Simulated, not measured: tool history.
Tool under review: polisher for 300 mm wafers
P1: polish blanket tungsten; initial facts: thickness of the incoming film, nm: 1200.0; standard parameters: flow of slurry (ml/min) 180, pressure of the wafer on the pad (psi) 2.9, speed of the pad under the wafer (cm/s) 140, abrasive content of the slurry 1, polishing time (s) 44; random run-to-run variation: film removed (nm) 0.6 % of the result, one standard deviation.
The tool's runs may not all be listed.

| run | day | flow of slurry (ml/min) | pressure of the wafer on the pad (psi) | speed of the pad under the wafer (cm/s) | abrasive content of the slurry | polishing time (s) | wafers polished on this pad | hours since the slurry nozzle was cleaned | hours since the head pressure was calibrated | hours since the slurry blender was calibrated | hours since the slurry got fresh peroxide | film removed (nm) |
|---|---|---|---|---|---|---|---|---|---|---|---|---|
| 1 | 0.617 | 180 | 2.9 | 140 | 1 | 44 | 733 | 460 | 422.1 | 111 | 86.4 | 208.58 |
| 2 | 1.112 | 180 | 2.9 | 140 | 1 | 59 | 874 | 471.9 | 434 | 122.9 | 98.3 | 277.33 |
| 3 | 1.625 | 180 | 2.9 | 74 | 1 | 26 | 1021 | 484.2 | 446.3 | 135.2 | 110.6 | 65.415 |
| 4 | 1.975 | 180 | 1.3 | 140 | 1 | 44 | 1121 | 492.6 | 454.7 | 143.6 | 119 | 93.666 |
| 5 | 2.517 | 240 | 2.9 | 140 | 1 | 61 | 1276 | 505.6 | 467.7 | 156.6 | 132 | 300.89 |
| 6 | 2.883 | 110 | 2.9 | 140 | 1 | 44 | 1381 | 514.4 | 476.5 | 165.4 | 140.8 | 192.57 |
| 7 | 3.329 | 180 | 2.9 | 140 | 0.65 | 44 | 1509 | 525.1 | 487.2 | 176.1 | 151.5 | 188.02 |
| 8 | 3.638 | 260 | 2.9 | 140 | 1 | 44 | 1597 | 532.5 | 494.6 | 183.5 | 158.9 | 219.89 |
| 9 | 3.929 | 180 | 2.9 | 182 | 1 | 44 | 1680 | 539.5 | 501.6 | 190.5 | 165.9 | 270.09 |
| 10 | 4.217 | 180 | 2.9 | 140 | 1.4 | 44 | 1763 | 546.4 | 508.5 | 197.4 | 172.8 | 227 |
| 11 | 4.7 | 240 | 2.9 | 140 | 0.6 | 44 | 1901 | 558 | 520.1 | 209 | 184.4 | 192.11 |
| 12 | 5.271 | 180 | 2.9 | 140 | 1 | 44 | 2064 | 571.7 | 533.8 | 222.7 | 198.1 | 207.96 |
| 13 | 5.838 | 180 | 2.9 | 140 | 1 | 44 | 2226 | 585.3 | 547.4 | 236.3 | 211.7 | 209.88 |
| 14 | 6.229 | 180 | 2.9 | 140 | 1 | 21 | 2339 | 594.7 | 556.8 | 245.7 | 221.1 | 98.929 |
| 15 | 6.646 | 180 | 4.2 | 140 | 1 | 44 | 2458 | 604.7 | 566.8 | 255.7 | 231.1 | 304.03 |
| 16 | 7.071 | 180 | 2.9 | 140 | 1 | 44 | 2579 | 614.9 | 577 | 265.9 | 241.3 | 208.59 |
| 17 | 7.65 | 180 | 2.9 | 68 | 1 | 44 | 2745 | 628.8 | 590.9 | 279.8 | 255.2 | 101.74 |
| 18 | 8.162 | 180 | 2.9 | 140 | 1 | 44 | 2892 | 641.1 | 603.2 | 292.1 | 267.5 | 209.23 |
| 19 | 8.583 | 180 | 2.9 | 140 | 1 | 44 | 3012 | 651.2 | 613.3 | 302.2 | 277.6 | 203.25 |
| 20 | 8.971 | 180 | 2.9 | 140 | 1 | 44 | 3123 | 660.5 | 622.6 | 311.5 | 286.9 | 199.91 |
| 21 | 9.412 | 180 | 2.9 | 140 | 1 | 44 | 3249 | 671.1 | 633.2 | 322.1 | 297.5 | 198.45 |
|  | 9.738 | slurry blender recalibrated |
| 22 | 10.046 | 180 | 2.9 | 140 | 1 | 44 | 3431 | 686.3 | 648.4 | 7.4 | 312.7 | 195.74 |
| 23 | 10.479 | 180 | 2.9 | 140 | 1 | 44 | 3555 | 696.7 | 658.8 | 17.8 | 323.1 | 194.94 |
| 24 | 10.858 | 180 | 2.9 | 140 | 1 | 44 | 3663 | 705.8 | 667.9 | 26.9 | 332.2 | 193.07 |
|  | 11.038 | head pressure recalibrated |
|  | 11.079 | slurry tank refilled with fresh slurry and peroxide |
| 25 | 11.15 | 180 | 2.9 | 140 | 1 | 44 | 3747 | 712.8 | 2.8 | 33.9 | 1.8 | 191.49 |
| 26 | 11.496 | 180 | 2.9 | 140 | 1 | 44 | 3846 | 721.1 | 11.1 | 42.2 | 10.1 | 191.94 |
| 27 | 11.938 | 180 | 2.9 | 140 | 1 | 44 | 3972 | 731.7 | 21.7 | 52.8 | 20.7 | 191.15 |
| 28 | 12.35 | 180 | 2.9 | 140 | 1 | 44 | 4090 | 741.6 | 31.6 | 62.7 | 30.6 | 192.43 |

The output of P1 has drifted from where it used to be. Each of the 2 causes below, taken at the size shown beside it, accounts for the log equally well:
A: slurry flow missing at the pad, % = 37.2
B: removal rate lost through wear of the pad, % = 8.13
Onset of the creep was near day 8.162.
Each remaining cause and why it is not a fit:
head's pressure below its setpoint, %: work on it at day 11.038, done after the drift set in, did not restore what the process gave before
abrasive missing from the slurry, %: work on it at day 9.738, done after the drift set in, did not restore what the process gave before
peroxide lost from the slurry, %: work on it at day 11.079, done after the drift set in, did not restore what the process gave before

Consider the 4 single-wafer check runs listed below, results given as question marks: which one distinguishes between the causes by giving clearly different results for each?
| check 1 | 12.762 | 180 | 2.9 | 80 | 1 | 44 |  |  |  |  |  | ? |
| check 2 | 12.762 | 110 | 2.9 | 140 | 0.65 | 44 |  |  |  |  |  | ? |
| check 3 | 12.762 | 180 | 3.5 | 92 | 1 | 44 |  |  |  |  |  | ? |
| check 4 | 12.762 | 180 | 2.9 | 140 | 1.4 | 44 |  |  |  |  |  | ? |

Expected result of each check under each candidate cause:
| check | result | if A | if B |
|---|---|---|---|
| check 1 | film removed (nm) | 109.44 | 109.44 |
| check 2 | film removed (nm) | 151.03 | 158.27 |
| check 3 | film removed (nm) | 151.89 | 151.9 |
| check 4 | film removed (nm) | 207.64 | 207.65 |
Smallest distance between any two causes, each pair judged by its most separating result, in per cent: check 1 0 %; check 2 4.68 %; check 3 0 %; check 4 0 %
Of the check runs offered, only check 2 discriminates between the causes; the rest would read about the same regardless of which cause applies.

With check 2 done, the readings were: film removed (nm) 150.62. Identify which of the listed causes applies.

The cause is A: slurry flow missing at the pad, %.
